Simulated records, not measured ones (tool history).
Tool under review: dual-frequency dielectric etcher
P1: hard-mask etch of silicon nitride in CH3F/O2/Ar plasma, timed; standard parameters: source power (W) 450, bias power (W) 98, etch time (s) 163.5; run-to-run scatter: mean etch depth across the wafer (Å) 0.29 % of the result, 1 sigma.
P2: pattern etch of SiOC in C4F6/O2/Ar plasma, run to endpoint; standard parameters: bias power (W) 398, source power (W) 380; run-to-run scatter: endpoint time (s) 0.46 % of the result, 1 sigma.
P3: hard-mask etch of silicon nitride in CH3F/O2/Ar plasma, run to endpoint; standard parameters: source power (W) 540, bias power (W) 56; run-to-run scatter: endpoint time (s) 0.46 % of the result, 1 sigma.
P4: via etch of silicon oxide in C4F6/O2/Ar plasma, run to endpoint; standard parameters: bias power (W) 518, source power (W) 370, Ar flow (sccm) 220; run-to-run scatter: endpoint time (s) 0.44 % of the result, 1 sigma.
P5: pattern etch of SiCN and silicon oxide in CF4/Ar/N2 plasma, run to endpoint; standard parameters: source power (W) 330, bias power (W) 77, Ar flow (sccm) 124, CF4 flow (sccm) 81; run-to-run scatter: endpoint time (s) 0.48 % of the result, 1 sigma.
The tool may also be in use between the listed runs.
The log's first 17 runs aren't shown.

run	hour	process that ran	source power (W)	bias power (W)	etch time (s)	Ar flow (sccm)	CF4 flow (sccm)	hours since the last wet clean	hours since the last source power generator calibration	hours since the last bias power generator calibration	mean etch depth across the wafer (Å)	endpoint time (s)
18	195.9	P1	450	137	163.5			467.9	859.1	824.8	1507.4	
19	203.3	P2	380	541				475.3	866.5	832.2		12.364
20	216.5	P1	370	72	163.5			488.5	879.7	845.4	1113.8	
21	225.4	P2	380	398				497.4	888.6	854.3		13.992
22	236.7	P1	310	98	163.5			508.7	899.9	865.6	1156.8	
# hour 241.7: bias power generator calibrated
23	251.8	P4	470	518		220		523.8	915	10.2		35.529
24	261.9	P1	450	98	163.5			533.9	925.1	20.3	1334.9	
25	271	P5	330	77		124	107	543	934.2	29.4		22.483
26	282.9	P5	230	77		124	81	554.9	946.1	41.3		31.692
27	297.1	P1	450	98	163.5			569.1	960.3	55.5	1328.8	
28	311.9	P2	240	398				583.9	975.1	70.3		16.575
29	322.6	P1	280	63	163.5			594.6	985.8	81	955.3	
30	331.7	P1	450	98	163.5			603.7	994.9	90.1	1333.9	
31	344.2	P1	450	98	163.5			616.2	1007.4	102.6	1325.4	
32	352	P1	450	98	163.5			624	1015.2	110.4	1318.9	
33	364.8	P1	450	98	163.5			636.8	1028	123.2	1316.7	
34	377.6	P1	450	98	163.5			649.6	1040.8	136	1320.2	
# hour 382.5: wet clean of the chamber
35	385.5	P1	450	98	163.5			3	1048.7	143.9	1310.8	
36	399.5	P1	450	98	163.5			17	1062.7	157.9	1318.7	
37	411.4	P1	450	98	163.5			28.9	1074.6	169.8	1314.1	
38	420.8	P1	450	98	163.5			38.3	1084	179.2	1306	
39	430.1	P1	450	98	163.5			47.6	1093.3	188.5	1313.6	

What does the tool deliver on the next run?
40	444.8	P1	450	98	163.5			62.3	1108	203.2	?	

mean etch depth across the wafer (Å): 1316.4

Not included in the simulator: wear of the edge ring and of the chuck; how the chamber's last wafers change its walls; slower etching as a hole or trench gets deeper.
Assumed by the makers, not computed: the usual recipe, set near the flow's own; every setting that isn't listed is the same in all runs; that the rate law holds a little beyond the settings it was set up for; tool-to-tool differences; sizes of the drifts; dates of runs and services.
